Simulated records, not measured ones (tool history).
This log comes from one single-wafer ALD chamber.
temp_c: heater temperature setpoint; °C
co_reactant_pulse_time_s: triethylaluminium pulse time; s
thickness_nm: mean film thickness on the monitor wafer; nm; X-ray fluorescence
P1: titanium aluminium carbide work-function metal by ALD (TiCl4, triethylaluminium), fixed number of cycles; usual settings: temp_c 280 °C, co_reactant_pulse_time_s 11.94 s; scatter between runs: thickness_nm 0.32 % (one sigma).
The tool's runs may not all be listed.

{"run": 1, "hour": 9.7, "temp_c": 280, "co_reactant_pulse_time_s": 11.94, "thickness_nm": 1.8876}
{"run": 2, "hour": 21.1, "temp_c": 280, "co_reactant_pulse_time_s": 11.94, "thickness_nm": 1.883}
{"run": 3, "hour": 37.4, "temp_c": 280, "co_reactant_pulse_time_s": 11.94, "thickness_nm": 1.8825}
{"run": 4, "hour": 49.5, "temp_c": 280, "co_reactant_pulse_time_s": 11.94, "thickness_nm": 1.8911}
{"run": 5, "hour": 65.9, "temp_c": 301, "co_reactant_pulse_time_s": 11.94, "thickness_nm": 2.068}
{"run": 6, "hour": 75.3, "temp_c": 280, "co_reactant_pulse_time_s": 11.94, "thickness_nm": 1.887}
{"run": 7, "hour": 91.7, "temp_c": 280, "co_reactant_pulse_time_s": 11.94, "thickness_nm": 1.8789}
{"run": 8, "hour": 102.3, "temp_c": 280, "co_reactant_pulse_time_s": 19.33, "thickness_nm": 1.9075}
{"run": 9, "hour": 112.3, "temp_c": 280, "co_reactant_pulse_time_s": 5.25, "thickness_nm": 1.6033}
{"run": 10, "hour": 124.7, "temp_c": 292, "co_reactant_pulse_time_s": 15.75, "thickness_nm": 2.0239}
{"run": 11, "hour": 132.2, "temp_c": 259, "co_reactant_pulse_time_s": 11.94, "thickness_nm": 1.7078}
{"run": 12, "hour": 149.2, "temp_c": 297, "co_reactant_pulse_time_s": 7.45, "thickness_nm": 1.9113}
{"run": 13, "hour": 158.4, "temp_c": 280, "co_reactant_pulse_time_s": 11.94, "thickness_nm": 1.8881}
{"run": 14, "hour": 166.8, "temp_c": 280, "co_reactant_pulse_time_s": 11.94, "thickness_nm": 1.8791}
{"run": 15, "hour": 179.1, "temp_c": 280, "co_reactant_pulse_time_s": 11.94, "thickness_nm": 1.8738}
{"run": 16, "hour": 193.3, "temp_c": 280, "co_reactant_pulse_time_s": 11.94, "thickness_nm": 1.8705}
{"run": 17, "hour": 209.6, "temp_c": 280, "co_reactant_pulse_time_s": 11.94, "thickness_nm": 1.8578}
{"run": 18, "hour": 218.2, "temp_c": 280, "co_reactant_pulse_time_s": 11.94, "thickness_nm": 1.8551}
{"run": 19, "hour": 226.5, "temp_c": 280, "co_reactant_pulse_time_s": 11.94, "thickness_nm": 1.861}
{"run": 20, "hour": 241.1, "temp_c": 280, "co_reactant_pulse_time_s": 11.94, "thickness_nm": 1.8527}
{"run": 21, "hour": 256.2, "temp_c": 280, "co_reactant_pulse_time_s": 11.94, "thickness_nm": 1.8434}
{"run": 22, "hour": 267.3, "temp_c": 280, "co_reactant_pulse_time_s": 11.94, "thickness_nm": 1.836}
{"run": 23, "hour": 281.3, "temp_c": 280, "co_reactant_pulse_time_s": 11.94, "thickness_nm": 1.85}
{"run": 24, "hour": 293.0, "temp_c": 280, "co_reactant_pulse_time_s": 11.94, "thickness_nm": 1.8393}

What P1 gives has crept off from where it sat before. The 2 causes that follow fit the log equally well, each at the size noted:
A: triethylaluminium dose below that of a fresh bottle (%) = 20.8
B: wafer temperature below the value expected at the setpoint (K) = 4.82
The drift started at roughly hour 166.8.

Consider the 4 single-wafer check runs listed below, results given as question marks: which one distinguishes between the causes by giving clearly different results for each?
{"run": "check 1", "hour": 304.7, "temp_c": 298, "co_reactant_pulse_time_s": 11.94, "thickness_nm": "?"}
{"run": "check 2", "hour": 304.7, "temp_c": 289, "co_reactant_pulse_time_s": 11.94, "thickness_nm": "?"}
{"run": "check 3", "hour": 304.7, "temp_c": 290, "co_reactant_pulse_time_s": 7.3, "thickness_nm": "?"}
{"run": "check 4", "hour": 304.7, "temp_c": 260, "co_reactant_pulse_time_s": 11.94, "thickness_nm": "?"}

Expected result of each check under each candidate cause:
check=check_1 result=thickness_nm if_A=1.9989 if_B=2.0018
check=check_2 result=thickness_nm if_A=1.9205 if_B=1.9219
check=check_3 result=thickness_nm if_A=1.7329 if_B=1.8044
check=check_4 result=thickness_nm if_A=1.6728 if_B=1.6699
Smallest distance between any two causes, each pair judged by its most separating result, in per cent: check 1 0.14 %; check 2 0.07 %; check 3 4.04 %; check 4 0.17 %
Only in check 3 would the causes give clearly different results; in the remaining checks their results would be nearly the same.

Check 3 was carried out, with these results: thickness_nm 1.7259 nm. Which of the listed causes is responsible?

The correct cause is A, namely: triethylaluminium dose below that of a fresh bottle (%).

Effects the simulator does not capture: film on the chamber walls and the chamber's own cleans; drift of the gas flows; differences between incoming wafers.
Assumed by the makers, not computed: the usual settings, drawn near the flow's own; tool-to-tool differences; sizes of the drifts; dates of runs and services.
